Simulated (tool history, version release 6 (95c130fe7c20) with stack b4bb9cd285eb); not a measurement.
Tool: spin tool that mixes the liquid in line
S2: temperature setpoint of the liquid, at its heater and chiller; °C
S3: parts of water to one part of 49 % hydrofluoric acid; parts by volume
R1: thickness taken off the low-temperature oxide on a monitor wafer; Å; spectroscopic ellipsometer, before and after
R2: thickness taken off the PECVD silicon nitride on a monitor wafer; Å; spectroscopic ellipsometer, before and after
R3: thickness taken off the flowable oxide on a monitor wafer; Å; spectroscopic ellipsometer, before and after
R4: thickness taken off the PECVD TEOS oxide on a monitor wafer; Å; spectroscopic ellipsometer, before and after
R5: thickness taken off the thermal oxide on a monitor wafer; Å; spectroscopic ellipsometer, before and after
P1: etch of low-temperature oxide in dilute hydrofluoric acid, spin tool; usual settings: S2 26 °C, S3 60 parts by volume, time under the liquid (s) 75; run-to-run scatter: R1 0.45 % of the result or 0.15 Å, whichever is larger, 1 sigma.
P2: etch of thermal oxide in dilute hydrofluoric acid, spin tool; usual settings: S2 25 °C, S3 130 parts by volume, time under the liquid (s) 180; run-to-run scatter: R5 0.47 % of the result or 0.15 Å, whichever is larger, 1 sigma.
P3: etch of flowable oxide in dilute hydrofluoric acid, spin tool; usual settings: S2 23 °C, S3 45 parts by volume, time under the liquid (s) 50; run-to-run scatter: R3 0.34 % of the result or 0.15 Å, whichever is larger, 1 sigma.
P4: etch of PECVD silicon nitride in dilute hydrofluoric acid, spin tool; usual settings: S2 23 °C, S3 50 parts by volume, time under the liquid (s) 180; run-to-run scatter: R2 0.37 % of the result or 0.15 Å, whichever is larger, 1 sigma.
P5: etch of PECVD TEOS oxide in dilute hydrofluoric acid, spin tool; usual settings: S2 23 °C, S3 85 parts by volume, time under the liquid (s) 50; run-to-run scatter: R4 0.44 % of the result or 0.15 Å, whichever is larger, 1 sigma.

Run 1, hour 12.6: process that ran P1, S2 26 °C, S3 60 parts by volume, time under the liquid (s) 75. Result: R1 280.19 Å.
Run 2, hour 19.3: process that ran P4, S2 23 °C, S3 20 parts by volume, time under the liquid (s) 180. Result: R2 146.83 Å.
Run 3, hour 26.8: process that ran P3, S2 23 °C, S3 65 parts by volume, time under the liquid (s) 50. Result: R3 173.56 Å.
At hour 38: hydrofluoric acid flow meter replaced.
Run 4, hour 38.4: process that ran P5, S2 23 °C, S3 85 parts by volume, time under the liquid (s) 50. Result: R4 129.16 Å.
Run 5, hour 49.6: process that ran P1, S2 26 °C, S3 60 parts by volume, time under the liquid (s) 75. Result: R1 278.52 Å.
Run 6, hour 56.7: process that ran P2, S2 25 °C, S3 130 parts by volume, time under the liquid (s) 180. Result: R5 66.997 Å.
Run 7, hour 69: process that ran P1, S2 31.5 °C, S3 60 parts by volume, time under the liquid (s) 110. Result: R1 507.85 Å.
Run 8, hour 77.9: process that ran P1, S2 26 °C, S3 60 parts by volume, time under the liquid (s) 75. Result: R1 278.94 Å.
Run 9, hour 85.9: process that ran P2, S2 19 °C, S3 130 parts by volume, time under the liquid (s) 180. Result: R5 53.238 Å.
Run 10, hour 96.7: process that ran P2, S2 25 °C, S3 230 parts by volume, time under the liquid (s) 180. Result: R5 34.231 Å.
Run 11, hour 111.1: process that ran P1, S2 26 °C, S3 35 parts by volume, time under the liquid (s) 110. Result: R1 724.87 Å.
Run 12, hour 123.8: process that ran P1, S2 26 °C, S3 60 parts by volume, time under the liquid (s) 40. Result: R1 147.96 Å.
Run 13, hour 136.7: process that ran P4, S2 23 °C, S3 50 parts by volume, time under the liquid (s) 325. Result: R2 110.29 Å.
Run 14, hour 148: process that ran P3, S2 23 °C, S3 45 parts by volume, time under the liquid (s) 50. Result: R3 257.03 Å.
Run 15, hour 161.9: process that ran P2, S2 25 °C, S3 130 parts by volume, time under the liquid (s) 365. Result: R5 137.79 Å.
Run 16, hour 173.2: process that ran P1, S2 26 °C, S3 60 parts by volume, time under the liquid (s) 75. Result: R1 280.33 Å.
Run 17, hour 180.8: process that ran P5, S2 23 °C, S3 85 parts by volume, time under the liquid (s) 50. Result: R4 128.5 Å.
Run 18, hour 188.1: process that ran P4, S2 26.5 °C, S3 50 parts by volume, time under the liquid (s) 180. Result: R2 76.658 Å.
At hour 188.9: thermometer replaced.
Run 19, hour 201.1: process that ran P1, S2 26 °C, S3 20 parts by volume, time under the liquid (s) 75. Result: R1 876.38 Å.
Run 20, hour 211: process that ran P5, S2 23 °C, S3 35 parts by volume, time under the liquid (s) 50. Result: R4 334.33 Å.
Run 21, hour 221: process that ran P5, S2 23 °C, S3 85 parts by volume, time under the liquid (s) 75. Result: R4 193.05 Å.
Run 22, hour 232.1: process that ran P3, S2 18 °C, S3 45 parts by volume, time under the liquid (s) 50. Result: R3 208.12 Å.
Run 23, hour 241.3: process that ran P5, S2 17 °C, S3 85 parts by volume, time under the liquid (s) 50. Result: R4 101.22 Å.
Run 24, hour 252.8: process that ran P1, S2 26 °C, S3 100 parts by volume, time under the liquid (s) 75. Result: R1 158.15 Å.
Run 25, hour 262.9: process that ran P1, S2 26 °C, S3 60 parts by volume, time under the liquid (s) 75. Result: R1 279.19 Å.
Run 26, hour 275.9: process that ran P2, S2 25 °C, S3 130 parts by volume, time under the liquid (s) 180. Result: R5 67.001 Å.
Run 27, hour 289.4: process that ran P1, S2 30 °C, S3 60 parts by volume, time under the liquid (s) 75. Result: R1 325.42 Å.
Run 28, hour 302.9: process that ran P3, S2 23 °C, S3 45 parts by volume, time under the liquid (s) 80. Result: R3 411.19 Å.
Run 29, hour 309.4: process that ran P1, S2 26 °C, S3 60 parts by volume, time under the liquid (s) 135. Result: R1 500.95 Å.
Run 30, hour 318.2: process that ran P4, S2 23 °C, S3 50 parts by volume, time under the liquid (s) 180. Result: R2 60.734 Å.
Run 31, hour 328.3: process that ran P1, S2 18 °C, S3 60 parts by volume, time under the liquid (s) 75. Result: R1 200 Å.
Run 32, hour 342.7: process that ran P1, S2 26 °C, S3 60 parts by volume, time under the liquid (s) 75. Result: R1 279.12 Å.
Run 33, hour 352.6: process that ran P1, S2 26 °C, S3 60 parts by volume, time under the liquid (s) 75. Result: R1 287.33 Å.
Run 34, hour 361.4: process that ran P1, S2 26 °C, S3 60 parts by volume, time under the liquid (s) 75. Result: R1 291.19 Å.
Run 35, hour 375.5: process that ran P1, S2 26 °C, S3 60 parts by volume, time under the liquid (s) 75. Result: R1 295.07 Å.
Run 36, hour 387.8: process that ran P1, S2 26 °C, S3 60 parts by volume, time under the liquid (s) 75. Result: R1 300.69 Å.
Run 37, hour 398.4: process that ran P1, S2 26 °C, S3 60 parts by volume, time under the liquid (s) 75. Result: R1 298.76 Å.
Run 38, hour 406.5: process that ran P1, S2 26 °C, S3 60 parts by volume, time under the liquid (s) 75. Result: R1 298.93 Å.
Run 39, hour 413.5: process that ran P1, S2 26 °C, S3 60 parts by volume, time under the liquid (s) 75. Result: R1 301.54 Å.
Run 40, hour 424.1: process that ran P1, S2 26 °C, S3 60 parts by volume, time under the liquid (s) 75. Result: R1 303.58 Å.
Run 41, hour 431.9: process that ran P1, S2 26 °C, S3 60 parts by volume, time under the liquid (s) 75. Result: R1 300.02 Å.
Run 42, hour 443.2: process that ran P1, S2 26 °C, S3 60 parts by volume, time under the liquid (s) 75. Result: R1 300.91 Å.

What P1 gives has crept away from where it was. These 2 causes fit the log equally well, each at the size given:
A: hydrofluoric acid flow above the setpoint (%) = 7.71
B: liquid hotter than its thermometer reads (K) = 2.02
The creep began at about hour 342.7.

4 check runs are offered, one wafer each, their results left as question marks. Which one tells the causes apart?
Run check 1, hour 454.5: process that ran P4, S2 23 °C, S3 50 parts by volume, time under the liquid (s) 180. Result: R2 ?.
Run check 2, hour 454.5: process that ran P3, S2 23 °C, S3 45 parts by volume, time under the liquid (s) 50. Result: R3 ?.
Run check 3, hour 454.5: process that ran P5, S2 23 °C, S3 85 parts by volume, time under the liquid (s) 50. Result: R4 ?.
Run check 4, hour 454.5: process that ran P2, S2 25 °C, S3 130 parts by volume, time under the liquid (s) 180. Result: R5 ?.

What each check would give under each cause:
  check  result    if A    if B
check 1      R2  65.395  69.695
check 2      R3  277.64  279.04
check 3      R4  139.93  139.82
check 4      R5  73.812  73.166
How far apart the two closest causes lie, in the result that separates them most: check 1 6.37 %; check 2 0.5 %; check 3 0.08 %; check 4 0.88 %
Check 1 tells the causes apart: in the others they would give nearly the same result.

Check 1 was then run and gave: R2 65.106 Å. Which cause is it?

It is A: hydrofluoric acid flow above the setpoint (%).
